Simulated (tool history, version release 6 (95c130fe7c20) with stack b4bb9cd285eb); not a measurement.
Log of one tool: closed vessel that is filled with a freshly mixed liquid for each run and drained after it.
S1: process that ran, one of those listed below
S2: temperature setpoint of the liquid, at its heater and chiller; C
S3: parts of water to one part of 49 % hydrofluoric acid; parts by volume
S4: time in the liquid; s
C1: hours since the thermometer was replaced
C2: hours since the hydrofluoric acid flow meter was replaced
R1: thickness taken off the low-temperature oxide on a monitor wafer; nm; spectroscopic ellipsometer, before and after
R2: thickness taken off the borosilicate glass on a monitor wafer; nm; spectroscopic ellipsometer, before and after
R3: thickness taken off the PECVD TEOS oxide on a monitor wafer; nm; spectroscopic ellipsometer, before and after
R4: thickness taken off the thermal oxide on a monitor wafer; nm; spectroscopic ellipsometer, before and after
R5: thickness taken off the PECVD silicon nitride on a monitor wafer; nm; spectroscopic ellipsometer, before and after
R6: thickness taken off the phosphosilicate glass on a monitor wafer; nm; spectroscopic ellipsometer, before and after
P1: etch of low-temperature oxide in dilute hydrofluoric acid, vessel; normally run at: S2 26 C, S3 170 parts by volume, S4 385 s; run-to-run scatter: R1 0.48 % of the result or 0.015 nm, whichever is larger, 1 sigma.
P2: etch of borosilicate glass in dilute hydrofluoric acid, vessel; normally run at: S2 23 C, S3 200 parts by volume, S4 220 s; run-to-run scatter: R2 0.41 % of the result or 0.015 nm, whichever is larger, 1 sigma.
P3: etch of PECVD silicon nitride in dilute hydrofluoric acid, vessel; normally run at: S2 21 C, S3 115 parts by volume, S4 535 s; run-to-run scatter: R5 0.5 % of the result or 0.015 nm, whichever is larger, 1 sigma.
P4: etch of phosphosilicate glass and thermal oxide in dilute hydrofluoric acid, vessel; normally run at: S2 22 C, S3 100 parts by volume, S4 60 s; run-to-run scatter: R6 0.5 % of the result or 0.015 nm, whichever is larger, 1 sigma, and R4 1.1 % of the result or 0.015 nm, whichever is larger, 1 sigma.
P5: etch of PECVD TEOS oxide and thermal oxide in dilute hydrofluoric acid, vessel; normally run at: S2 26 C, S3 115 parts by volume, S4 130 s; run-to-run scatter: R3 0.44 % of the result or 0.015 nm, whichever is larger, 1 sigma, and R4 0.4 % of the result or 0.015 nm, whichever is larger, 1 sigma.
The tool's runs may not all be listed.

Run 1, hour 9.1: S1 P1, S2 26 C, S3 170 parts by volume, S4 385 s; C1 313.4; C2 765.8. Result: R1 28.595 nm.
Run 2, hour 15.2: S1 P1, S2 26 C, S3 170 parts by volume, S4 205 s; C1 319.5; C2 771.9. Result: R1 15.082 nm.
Run 3, hour 23.5: S1 P2, S2 23 C, S3 365 parts by volume, S4 220 s; C1 327.8; C2 780.2. Result: R2 8.1113 nm.
Run 4, hour 32.6: S1 P1, S2 26 C, S3 170 parts by volume, S4 385 s; C1 336.9; C2 789.3. Result: R1 28.4 nm.
Run 5, hour 41.2: S1 P5, S2 26 C, S3 115 parts by volume, S4 65 s; C1 345.5; C2 797.9. Result: R3 10.625 nm, R4 2.554 nm.
Run 6, hour 50.5: S1 P1, S2 26 C, S3 75 parts by volume, S4 140 s; C1 354.8; C2 807.2. Result: R1 26.438 nm.
Run 7, hour 59.3: S1 P5, S2 26 C, S3 115 parts by volume, S4 130 s; C1 363.6; C2 816. Result: R3 21.064 nm, R4 5.0884 nm.
Run 8, hour 67.1: S1 P3, S2 21 C, S3 115 parts by volume, S4 135 s; C1 371.4; C2 823.8. Result: R5 3.1262 nm.
Run 9, hour 71.8: S1 P4, S2 22 C, S3 100 parts by volume, S4 60 s; C1 376.1; C2 828.5. Result: R4 2.4413 nm, R6 32.79 nm.
Run 10, hour 76.5: S1 P4, S2 22 C, S3 100 parts by volume, S4 30 s; C1 380.8; C2 833.2. Result: R4 1.2316 nm, R6 16.48 nm.
Run 11, hour 81.2: S1 P5, S2 18 C, S3 115 parts by volume, S4 130 s; C1 385.5; C2 837.9. Result: R3 15.443 nm, R4 3.7099 nm.
Run 12, hour 88: S1 P3, S2 21 C, S3 115 parts by volume, S4 535 s; C1 392.3; C2 844.7. Result: R5 12.365 nm.
Run 13, hour 96.5: S1 P2, S2 30.5 C, S3 200 parts by volume, S4 220 s; C1 400.8; C2 853.2. Result: R2 22.697 nm.
Run 14, hour 104.3: S1 P1, S2 26 C, S3 240 parts by volume, S4 385 s; C1 408.6; C2 861. Result: R1 18.739 nm.
Run 15, hour 113.1: S1 P4, S2 30 C, S3 100 parts by volume, S4 60 s; C1 417.4; C2 869.8. Result: R4 3.3288 nm, R6 44.864 nm.
Run 16, hour 118.9: S1 P1, S2 26 C, S3 170 parts by volume, S4 385 s; C1 423.2; C2 875.6. Result: R1 28.449 nm.
Run 17, hour 127.7: S1 P1, S2 26 C, S3 170 parts by volume, S4 675 s; C1 432; C2 884.4. Result: R1 50.081 nm.
Run 18, hour 135.5: S1 P2, S2 23 C, S3 200 parts by volume, S4 30 s; C1 439.8; C2 892.2. Result: R2 2.3769 nm.
Run 19, hour 143.6: S1 P4, S2 22 C, S3 100 parts by volume, S4 60 s; C1 447.9; C2 900.3. Result: R4 2.4738 nm, R6 33.013 nm.
Run 20, hour 148.2: S1 P2, S2 23 C, S3 200 parts by volume, S4 220 s; C1 452.5; C2 904.9. Result: R2 17.535 nm.
At hour 152.9: thermometer replaced.
Run 21, hour 157: S1 P1, S2 30 C, S3 170 parts by volume, S4 385 s; C1 4.2; C2 913.7. Result: R1 32.61 nm.
Run 22, hour 166: S1 P4, S2 22 C, S3 145 parts by volume, S4 60 s; C1 13.2; C2 922.7. Result: R4 1.6352 nm, R6 21.486 nm.
Run 23, hour 170.1: S1 P5, S2 26 C, S3 200 parts by volume, S4 130 s; C1 17.3; C2 926.8. Result: R3 11.006 nm, R4 2.6617 nm.
Run 24, hour 174.5: S1 P1, S2 21.5 C, S3 170 parts by volume, S4 385 s; C1 21.7; C2 931.2. Result: R1 23.941 nm.
Run 25, hour 182.3: S1 P3, S2 29 C, S3 115 parts by volume, S4 535 s; C1 29.5; C2 939. Result: R5 21.002 nm.
Run 26, hour 187.5: S1 P1, S2 26 C, S3 85 parts by volume, S4 385 s; C1 34.7; C2 944.2. Result: R1 62.61 nm.
Run 27, hour 191.7: S1 P3, S2 21 C, S3 45 parts by volume, S4 535 s; C1 38.9; C2 948.4. Result: R5 30.999 nm.
Run 28, hour 198.1: S1 P3, S2 21 C, S3 115 parts by volume, S4 535 s; C1 45.3; C2 954.8. Result: R5 12.345 nm.
Run 29, hour 205.1: S1 P1, S2 26 C, S3 170 parts by volume, S4 385 s; C1 52.3; C2 961.8. Result: R1 28.454 nm.
Run 30, hour 211.8: S1 P1, S2 26 C, S3 170 parts by volume, S4 385 s; C1 59; C2 968.5. Result: R1 28.388 nm.
Run 31, hour 219.8: S1 P1, S2 26 C, S3 170 parts by volume, S4 385 s; C1 67; C2 976.5. Result: R1 27.763 nm.
Run 32, hour 226.1: S1 P1, S2 26 C, S3 170 parts by volume, S4 385 s; C1 73.3; C2 982.8. Result: R1 27.812 nm.
Run 33, hour 233.5: S1 P1, S2 26 C, S3 170 parts by volume, S4 385 s; C1 80.7; C2 990.2. Result: R1 27.259 nm.
Run 34, hour 239.2: S1 P1, S2 26 C, S3 170 parts by volume, S4 385 s; C1 86.4; C2 995.9. Result: R1 26.884 nm.
Run 35, hour 246.1: S1 P1, S2 26 C, S3 170 parts by volume, S4 385 s; C1 93.3; C2 1002.8. Result: R1 27.224 nm.
Run 36, hour 251.1: S1 P1, S2 26 C, S3 170 parts by volume, S4 385 s; C1 98.3; C2 1007.8. Result: R1 27.171 nm.
Run 37, hour 257.2: S1 P1, S2 26 C, S3 170 parts by volume, S4 385 s; C1 104.4; C2 1013.9. Result: R1 27.078 nm.
Run 38, hour 266.1: S1 P1, S2 26 C, S3 170 parts by volume, S4 385 s; C1 113.3; C2 1022.8. Result: R1 26.846 nm.

What P1 gives has crept away from where it was. These 2 causes fit the log equally well, each at the size given:
A: liquid colder than its thermometer reads (K) = 1.4
B: hydrofluoric acid flow below the setpoint (%) = 4.24
The creep began at about hour 211.8.

4 check runs are offered, one wafer each, their results left as question marks. Which one tells the causes apart?
Run check 1, hour 275: S1 P2, S2 23 C, S3 200 parts by volume, S4 220 s. Result: R2 ?.
Run check 2, hour 275: S1 P5, S2 26 C, S3 115 parts by volume, S4 130 s. Result: R3 ?, R4 ?.
Run check 3, hour 275: S1 P4, S2 22 C, S3 100 parts by volume, S4 60 s. Result: R4 ?, R6 ?.
Run check 4, hour 275: S1 P3, S2 21 C, S3 115 parts by volume, S4 535 s. Result: R5 ?.

What each check would give under each cause:
  check  result    if A    if B
check 1      R2  16.466  16.468
check 2      R3  19.965  20.055
check 2      R4  4.8323  4.8541
check 3      R4  2.3423  2.3619
check 3      R6   31.09   31.35
check 4      R5  11.286   11.89
How far apart the two closest causes lie, in the result that separates them most: check 1 0.01 %; check 2 0.45 %; check 3 0.83 %; check 4 5.21 %
Check 4 tells the causes apart: in the others they would give nearly the same result.

Then check 4 was run and gave: R5 11.871 nm. Which cause is it?

It is B: hydrofluoric acid flow below the setpoint (%).
